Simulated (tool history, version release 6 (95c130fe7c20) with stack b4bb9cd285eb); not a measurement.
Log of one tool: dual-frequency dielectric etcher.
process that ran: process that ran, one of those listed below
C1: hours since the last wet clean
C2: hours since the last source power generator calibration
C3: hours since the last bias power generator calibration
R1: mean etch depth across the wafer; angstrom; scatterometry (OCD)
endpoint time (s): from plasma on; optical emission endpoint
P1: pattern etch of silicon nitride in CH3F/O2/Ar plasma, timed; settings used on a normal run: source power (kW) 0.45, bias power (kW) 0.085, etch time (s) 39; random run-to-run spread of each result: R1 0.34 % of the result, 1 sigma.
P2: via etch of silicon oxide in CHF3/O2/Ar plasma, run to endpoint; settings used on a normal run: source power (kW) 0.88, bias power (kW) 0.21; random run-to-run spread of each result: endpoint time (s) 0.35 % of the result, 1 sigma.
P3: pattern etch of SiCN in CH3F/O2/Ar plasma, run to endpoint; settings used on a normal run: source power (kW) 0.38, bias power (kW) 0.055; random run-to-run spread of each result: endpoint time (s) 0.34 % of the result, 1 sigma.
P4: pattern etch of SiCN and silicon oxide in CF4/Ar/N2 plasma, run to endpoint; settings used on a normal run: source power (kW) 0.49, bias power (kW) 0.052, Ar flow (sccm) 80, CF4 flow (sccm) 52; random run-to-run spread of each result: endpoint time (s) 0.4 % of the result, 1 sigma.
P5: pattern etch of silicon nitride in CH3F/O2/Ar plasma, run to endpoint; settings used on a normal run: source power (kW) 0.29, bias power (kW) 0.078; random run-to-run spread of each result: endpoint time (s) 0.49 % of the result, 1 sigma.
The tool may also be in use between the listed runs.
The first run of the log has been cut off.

Run 2, hour 17.8: process that ran P1, source power (kW) 0.45, bias power (kW) 0.085, etch time (s) 39; C1 158.6; C2 2487; C3 1393.7. Result: R1 313.65 angstrom.
Run 3, hour 26.9: process that ran P1, source power (kW) 0.45, bias power (kW) 0.085, etch time (s) 39; C1 167.7; C2 2496.1; C3 1402.8. Result: R1 313.33 angstrom.
Run 4, hour 42.1: process that ran P3, source power (kW) 0.38, bias power (kW) 0.055; C1 182.9; C2 2511.3; C3 1418. Result: endpoint time (s) 18.253.
Run 5, hour 53.2: process that ran P1, source power (kW) 0.45, bias power (kW) 0.058, etch time (s) 23; C1 194; C2 2522.4; C3 1429.1. Result: R1 163.1 angstrom.
Run 6, hour 64.6: process that ran P1, source power (kW) 0.45, bias power (kW) 0.112, etch time (s) 56; C1 205.4; C2 2533.8; C3 1440.5. Result: R1 495.4 angstrom.
Run 7, hour 81.1: process that ran P4, source power (kW) 0.67, bias power (kW) 0.052, Ar flow (sccm) 80, CF4 flow (sccm) 52; C1 221.9; C2 2550.3; C3 1457. Result: endpoint time (s) 7.6984.
Run 8, hour 97.5: process that ran P4, source power (kW) 0.49, bias power (kW) 0.052, Ar flow (sccm) 80, CF4 flow (sccm) 52; C1 238.3; C2 2566.7; C3 1473.4. Result: endpoint time (s) 10.219.
Run 9, hour 109.6: process that ran P2, source power (kW) 0.88, bias power (kW) 0.126; C1 250.4; C2 2578.8; C3 1485.5. Result: endpoint time (s) 319.36.
Run 10, hour 117.9: process that ran P1, source power (kW) 0.35, bias power (kW) 0.085, etch time (s) 39; C1 258.7; C2 2587.1; C3 1493.8. Result: R1 285.42 angstrom.
Run 11, hour 125.7: process that ran P1, source power (kW) 0.45, bias power (kW) 0.085, etch time (s) 25; C1 266.5; C2 2594.9; C3 1501.6. Result: R1 201.24 angstrom.
Run 12, hour 136.9: process that ran P5, source power (kW) 0.29, bias power (kW) 0.078; C1 277.7; C2 2606.1; C3 1512.8. Result: endpoint time (s) 52.714.
Run 13, hour 152: process that ran P3, source power (kW) 0.38, bias power (kW) 0.055; C1 292.8; C2 2621.2; C3 1527.9. Result: endpoint time (s) 18.199.
Run 14, hour 166.8: process that ran P1, source power (kW) 0.45, bias power (kW) 0.085, etch time (s) 39; C1 307.6; C2 2636; C3 1542.7. Result: R1 312.79 angstrom.
Run 15, hour 174.4: process that ran P1, source power (kW) 0.45, bias power (kW) 0.105, etch time (s) 50; C1 315.2; C2 2643.6; C3 1550.3. Result: R1 436.06 angstrom.
Run 16, hour 183.6: process that ran P5, source power (kW) 0.29, bias power (kW) 0.078; C1 324.4; C2 2652.8; C3 1559.5. Result: endpoint time (s) 53.136.
Run 17, hour 191: process that ran P4, source power (kW) 0.49, bias power (kW) 0.052, Ar flow (sccm) 97, CF4 flow (sccm) 52; C1 331.8; C2 2660.2; C3 1566.9. Result: endpoint time (s) 10.582.
At hour 197: wet clean of the chamber.
Run 18, hour 198.2: process that ran P2, source power (kW) 1.24, bias power (kW) 0.21; C1 1.2; C2 2667.4; C3 1574.1. Result: endpoint time (s) 238.67.
Run 19, hour 207.8: process that ran P1, source power (kW) 0.45, bias power (kW) 0.085, etch time (s) 55.5; C1 10.8; C2 2677; C3 1583.7. Result: R1 445.59 angstrom.
Run 20, hour 219.1: process that ran P1, source power (kW) 0.45, bias power (kW) 0.085, etch time (s) 39; C1 22.1; C2 2688.3; C3 1595. Result: R1 314.8 angstrom.
At hour 234.5: bias power generator calibrated.
Run 21, hour 235.5: process that ran P3, source power (kW) 0.23, bias power (kW) 0.055; C1 38.5; C2 2704.7; C3 1. Result: endpoint time (s) 22.02.
Run 22, hour 250.3: process that ran P2, source power (kW) 0.88, bias power (kW) 0.21; C1 53.3; C2 2719.5; C3 15.8. Result: endpoint time (s) 269.25.
Run 23, hour 260: process that ran P5, source power (kW) 0.23, bias power (kW) 0.078; C1 63; C2 2729.2; C3 25.5. Result: endpoint time (s) 57.582.

Expected results for the next run?
Run 24, hour 271.9: process that ran P1, source power (kW) 0.58, bias power (kW) 0.085, etch time (s) 39; C1 74.9; C2 2741.1; C3 37.4. Result: R1 ?.

{"run 24": {"R1": 344.01}}

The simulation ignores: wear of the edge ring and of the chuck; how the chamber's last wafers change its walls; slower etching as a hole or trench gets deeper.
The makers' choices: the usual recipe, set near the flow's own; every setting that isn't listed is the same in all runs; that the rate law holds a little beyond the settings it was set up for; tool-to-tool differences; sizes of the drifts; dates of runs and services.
